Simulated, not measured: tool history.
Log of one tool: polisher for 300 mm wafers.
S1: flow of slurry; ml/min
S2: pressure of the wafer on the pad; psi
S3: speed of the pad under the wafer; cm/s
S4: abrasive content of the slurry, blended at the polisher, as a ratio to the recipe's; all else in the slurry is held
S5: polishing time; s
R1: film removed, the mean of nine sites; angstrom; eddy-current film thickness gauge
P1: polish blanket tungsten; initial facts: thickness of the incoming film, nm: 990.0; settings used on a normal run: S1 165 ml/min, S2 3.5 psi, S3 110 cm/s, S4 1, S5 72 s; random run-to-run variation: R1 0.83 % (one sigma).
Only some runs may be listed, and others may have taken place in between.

run 1 hour=18.2 | S1=165 S2=3.5 S3=110 S4=1 S5=72 | R1=3474
run 2 hour=26.7 | S1=105 S2=2 S3=110 S4=1 S5=72 | R1=1849
run 3 hour=42.4 | S1=165 S2=5.4 S3=110 S4=1 S5=72 | R1=5457.1
run 4 hour=57.9 | S1=165 S2=3.5 S3=50 S4=1 S5=72 | R1=1596.7
run 5 hour=69.3 | S1=165 S2=3.5 S3=110 S4=1 S5=72 | R1=3508.6
run 6 hour=83.4 | S1=165 S2=3.5 S3=110 S4=1 S5=37 | R1=1800.1
run 7 hour=99.3 | S1=165 S2=3.5 S3=110 S4=1 S5=72 | R1=3493.9
-- hour=106.9 slurry tank refilled with fresh slurry and peroxide
run 8 hour=116.3 | S1=165 S2=2.6 S3=110 S4=1 S5=72 | R1=2597.5
run 9 hour=134.2 | S1=115 S2=3.5 S3=110 S4=1.4 S5=72 | R1=3587.6
run 10 hour=144.1 | S1=165 S2=3.5 S3=110 S4=1 S5=72 | R1=3473.7
run 11 hour=161.8 | S1=165 S2=3.5 S3=110 S4=1 S5=111 | R1=5401
run 12 hour=172.9 | S1=165 S2=3.5 S3=156 S4=1 S5=72 | R1=4984.7
run 13 hour=188 | S1=165 S2=3.5 S3=110 S4=1 S5=72 | R1=3529.3
run 14 hour=200.5 | S1=220 S2=3.5 S3=110 S4=1 S5=72 | R1=3647.2
run 15 hour=209.5 | S1=165 S2=3.5 S3=110 S4=1.4 S5=72 | R1=3760.8
-- hour=215.1 slurry blender recalibrated
run 16 hour=227.6 | S1=165 S2=3.5 S3=110 S4=0.5 S5=72 | R1=2986.1
run 17 hour=241.1 | S1=100 S2=3.5 S3=110 S4=1 S5=72 | R1=3130.4
run 18 hour=253.9 | S1=165 S2=3.5 S3=110 S4=1 S5=72 | R1=3517.6

Run 19, settings as shown, results not yet in. Your forecast:
run 19 hour=269.6 | S1=165 S2=3.5 S3=110 S4=1 S5=72 | R1=?

R1: 3358.6 angstrom
